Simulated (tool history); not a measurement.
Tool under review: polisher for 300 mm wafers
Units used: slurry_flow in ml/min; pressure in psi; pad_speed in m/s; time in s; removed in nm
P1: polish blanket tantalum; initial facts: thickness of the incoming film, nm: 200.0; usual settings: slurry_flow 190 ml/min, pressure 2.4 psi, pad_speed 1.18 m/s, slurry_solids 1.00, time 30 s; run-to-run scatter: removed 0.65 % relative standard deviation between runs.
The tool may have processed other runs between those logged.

Run 1, hour 11.5: slurry_flow 190 ml/min, pressure 2.4 psi, pad_speed 1.18 m/s, slurry_solids 1.00, time 30 s. Result: removed 74.132 nm.
Run 2, hour 22.8: slurry_flow 265 ml/min, pressure 2.4 psi, pad_speed 1.18 m/s, slurry_solids 1.00, time 30 s. Result: removed 75.872 nm.
Run 3, hour 31.7: slurry_flow 190 ml/min, pressure 2.4 psi, pad_speed 1.18 m/s, slurry_solids 1.00, time 30 s. Result: removed 72.250 nm.
Run 4, hour 43.7: slurry_flow 190 ml/min, pressure 2.4 psi, pad_speed 0.54 m/s, slurry_solids 1.00, time 30 s. Result: removed 33.765 nm.
Run 5, hour 58.6: slurry_flow 190 ml/min, pressure 1.1 psi, pad_speed 1.18 m/s, slurry_solids 1.00, time 30 s. Result: removed 33.545 nm.
At hour 61.8: slurry blender recalibrated.
Run 6, hour 69.8: slurry_flow 190 ml/min, pressure 2.4 psi, pad_speed 1.18 m/s, slurry_solids 1.00, time 42 s. Result: removed 102.900 nm.
Run 7, hour 82.1: slurry_flow 115 ml/min, pressure 2.4 psi, pad_speed 1.18 m/s, slurry_solids 1.00, time 30 s. Result: removed 67.129 nm.
Run 8, hour 90.5: slurry_flow 190 ml/min, pressure 2.4 psi, pad_speed 1.18 m/s, slurry_solids 1.00, time 30 s. Result: removed 73.812 nm.
Run 9, hour 97.4: slurry_flow 190 ml/min, pressure 2.4 psi, pad_speed 1.88 m/s, slurry_solids 1.00, time 30 s. Result: removed 116.670 nm.
Run 10, hour 111.4: slurry_flow 190 ml/min, pressure 2.4 psi, pad_speed 1.18 m/s, slurry_solids 1.00, time 14 s. Result: removed 33.829 nm.
Run 11, hour 121.7: slurry_flow 190 ml/min, pressure 2.4 psi, pad_speed 1.18 m/s, slurry_solids 1.00, time 30 s. Result: removed 73.523 nm.
Run 12, hour 131.1: slurry_flow 190 ml/min, pressure 2.4 psi, pad_speed 1.18 m/s, slurry_solids 0.75, time 30 s. Result: removed 67.973 nm.
Run 13, hour 142.5: slurry_flow 190 ml/min, pressure 2.4 psi, pad_speed 1.18 m/s, slurry_solids 1.45, time 30 s. Result: removed 81.959 nm.
Run 14, hour 156.4: slurry_flow 190 ml/min, pressure 1.6 psi, pad_speed 1.18 m/s, slurry_solids 1.40, time 30 s. Result: removed 53.177 nm.
At hour 159.1: slurry nozzle cleaned.
Run 15, hour 163.8: slurry_flow 190 ml/min, pressure 2.4 psi, pad_speed 1.18 m/s, slurry_solids 1.00, time 30 s. Result: removed 72.609 nm.
Run 16, hour 172.5: slurry_flow 190 ml/min, pressure 3.4 psi, pad_speed 1.18 m/s, slurry_solids 1.00, time 30 s. Result: removed 103.970 nm.
Run 17, hour 180.5: slurry_flow 190 ml/min, pressure 2.4 psi, pad_speed 1.18 m/s, slurry_solids 1.00, time 30 s. Result: removed 73.238 nm.
Run 18, hour 191.4: slurry_flow 190 ml/min, pressure 2.4 psi, pad_speed 1.18 m/s, slurry_solids 1.00, time 30 s. Result: removed 73.708 nm.
Run 19, hour 203.2: slurry_flow 190 ml/min, pressure 2.4 psi, pad_speed 1.18 m/s, slurry_solids 1.00, time 30 s. Result: removed 69.531 nm.
Run 20, hour 218.1: slurry_flow 190 ml/min, pressure 2.4 psi, pad_speed 1.18 m/s, slurry_solids 1.00, time 30 s. Result: removed 68.287 nm.
Run 21, hour 225.3: slurry_flow 190 ml/min, pressure 2.4 psi, pad_speed 1.18 m/s, slurry_solids 1.00, time 30 s. Result: removed 66.958 nm.
At hour 233.0: worn pad replaced by a new one.
Run 22, hour 233.7: slurry_flow 190 ml/min, pressure 2.4 psi, pad_speed 1.18 m/s, slurry_solids 1.00, time 30 s. Result: removed 67.718 nm.
At hour 239.8: slurry nozzle cleaned.
Run 23, hour 244.3: slurry_flow 190 ml/min, pressure 2.4 psi, pad_speed 1.18 m/s, slurry_solids 1.00, time 30 s. Result: removed 66.922 nm.
Run 24, hour 258.4: slurry_flow 190 ml/min, pressure 2.4 psi, pad_speed 1.18 m/s, slurry_solids 1.00, time 30 s. Result: removed 67.172 nm.

What P1 gives has crept off from where it sat before. The 2 causes that follow fit the log equally well, each at the size noted:
A: abrasive missing from the slurry, % = 25.8
B: head's pressure below its setpoint, % = 9.05
Creep in the process output first set in at about hour 191.4.
Why every other cause is out:
removal rate lost through wear of the pad, %: work on it at hour 233.0, done after the drift set in, did not restore what the process gave before
slurry flow missing at the pad, %: work on it at hour 239.8, done after the drift set in, did not restore what the process gave before

Each of the check runs listed below is run on 5 wafers and reports their average, with the results left as question marks. Pick the one under which the possible causes would lead to clearly different results.
Run check 1, hour 272.5: slurry_flow 190 ml/min, pressure 1.9 psi, pad_speed 1.18 m/s, slurry_solids 1.00, time 15 s. Result: removed ?.
Run check 2, hour 272.5: slurry_flow 190 ml/min, pressure 1.1 psi, pad_speed 1.18 m/s, slurry_solids 1.45, time 30 s. Result: removed ?.
Run check 3, hour 272.5: slurry_flow 190 ml/min, pressure 2.4 psi, pad_speed 0.62 m/s, slurry_solids 1.00, time 38 s. Result: removed ?.
Run check 4, hour 272.5: slurry_flow 190 ml/min, pressure 1.8 psi, pad_speed 1.18 m/s, slurry_solids 1.00, time 30 s. Result: removed ?.

What each check would give under each cause:
  check   result    if A    if B
check 1  removed  26.403  26.399
check 2  removed  34.300  33.542
check 3  removed  44.393  44.386
check 4  removed  50.027  50.019
Distance between the nearest two causes, measured in the result of the check that separates them most: check 1 0.01 %; check 2 2.24 %; check 3 0.01 %; check 4 0.01 %
Only check 2 tells the causes apart: in the others they would give nearly the same result.

Check 2 has now been run. It gave: removed 33.420 nm. Which of the candidate causes is it?

The correct cause is B, namely: head's pressure below its setpoint, %.
